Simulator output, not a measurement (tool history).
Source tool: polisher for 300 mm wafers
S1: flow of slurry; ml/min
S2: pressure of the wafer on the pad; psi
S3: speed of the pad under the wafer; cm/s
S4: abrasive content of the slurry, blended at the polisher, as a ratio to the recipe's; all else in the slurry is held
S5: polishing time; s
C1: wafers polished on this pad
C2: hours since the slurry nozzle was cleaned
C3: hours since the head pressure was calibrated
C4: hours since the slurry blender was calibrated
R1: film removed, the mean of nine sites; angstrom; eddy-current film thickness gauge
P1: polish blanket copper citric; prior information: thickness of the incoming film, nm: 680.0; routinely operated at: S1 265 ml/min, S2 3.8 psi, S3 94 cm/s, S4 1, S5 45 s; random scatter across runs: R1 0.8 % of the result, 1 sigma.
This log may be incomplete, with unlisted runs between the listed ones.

run  hour   S1   S2   S3   S4  S5    C1    C2     C3     C4      R1
  1   2.7  265  3.8   94    1  45   652  36.8  572.9  263.7  1125.6
  2   5.1  265  3.8   44    1  45   679  39.2  575.3  266.1  536.42
  3   7.4  160  3.8   94    1  45   704  41.5  577.6  268.4  1048.6
  4  11.5  160  3.8   66    1  45   750  45.6  581.7  272.5  743.01
  5  14.1  265  3.8   94    1  45   779  48.2  584.3  275.1  1106.2
     15.8  -- head pressure recalibrated
  6  16.8  265  3.8   94  0.7  45   809  50.9    1.1  277.8  1046.6
  7  19.7  265  3.8   94    1  45   842  53.8      4  280.7  1122.4
  8  23.2  265  5.9   94    1  45   881  57.3    7.5  284.2  1715.2
  9  26.5  265  2.5   94    1  45   918  60.6   10.8  287.5  743.02
 10  29.5  265  3.8  140    1  45   951  63.6   13.8  290.5    1637
 11  32.8  265  3.8   94    1  45   988  66.9   17.1  293.8  1118.2
 12  35.9  265  3.8   94    1  63  1023    70   20.2  296.9  1581.5
 13    40  265  3.8   94  1.5  45  1069  74.1   24.3    301  1227.6
 14  42.6  160  5.7   94    1  45  1098  76.7   26.9  303.6  1569.9
       45  -- slurry nozzle cleaned
 15  45.7  265  3.8   94    1  31  1132   0.8     30  306.7  763.24
 16  49.5  265  3.8   94    1  45  1175   4.6   33.8  310.5  1117.1
 17  53.1  405  3.8   94    1  45  1215   8.2   37.4  314.1  1171.1
 18  56.7  265  3.8   94    1  45  1255  11.8     41  317.7  1113.6
 19  60.6  265  3.8   94    1  45  1299  15.7   44.9  321.6  1114.8
 20  63.1  265  3.8   94    1  45  1327  18.2   47.4  324.1  1107.4
 21  67.3  265  3.8   94    1  45  1374  22.4   51.6  328.3  1094.6
 22  69.8  265  3.8   94    1  45  1402  24.9   54.1  330.8  1075.7
 23  73.2  265  3.8   94    1  45  1440  28.3   57.5  334.2  1077.6
     75.8  -- head pressure recalibrated
 24  76.2  265  3.8   94    1  45  1473  31.3    0.4  337.2  1081.3
 25  79.7  265  3.8   94    1  45  1512  34.8    3.9  340.7  1074.8
 26  82.2  265  3.8   94    1  45  1540  37.3    6.4  343.2  1066.9
 27  85.9  265  3.8   94    1  45  1582    41   10.1  346.9  1063.5
     86.5  -- worn pad replaced by a new one
 28  89.2  265  3.8   94    1  45    31  44.3   13.4  350.2  1071.9
 29  92.8  265  3.8   94    1  45    71  47.9     17  353.8  1065.2
 30  96.6  265  3.8   94    1  45   113  51.7   20.8  357.6  1059.6

Compared with where it was, what P1 gives has crept away. Each cause listed below fits the log as well as the rest, at the size given for it:
A: slurry flow missing at the pad, % = 33.8
B: abrasive missing from the slurry, % = 21.5
Onset of the creep was near hour 60.6.
Every other cause this tool's parts could produce, and why it does not fit the log:
removal rate lost through wear of the pad, %: serviced at hour 86.5, which brought nothing back
head's pressure below its setpoint, %: serviced at hour 75.8, which brought nothing back

Below are 4 check runs, each averaged over 5 wafers, with their results shown as question marks. Which of them would give clearly different results depending on which cause is behind the drift?
check 1  100.4  160  3.8  94  1.25  45                   ?
check 2  100.4  265  3.8  94  1.45  45                   ?
check 3  100.4  265  5.8  94  1.35  45                   ?
check 4  100.4  265  3.8  46     1  45                   ?

What every check run would give for each of its results, assuming each possible cause in turn:
  check  result    if A    if B
check 1      R1  1016.5  1046.2
check 2      R1  1155.9    1153
check 3      R1  1724.2  1720.7
check 4      R1  532.48  532.36
Per check, the gap between the least separated pair of causes, taken in the result that splits them most: check 1 2.88 %; check 2 0.25 %; check 3 0.21 %; check 4 0.02 %
Only check 1 tells the causes apart: in the others they would give nearly the same result.

Check 1 was then run and gave: R1 1043.6 angstrom. Which cause is it?

It was cause B: abrasive missing from the slurry, %.
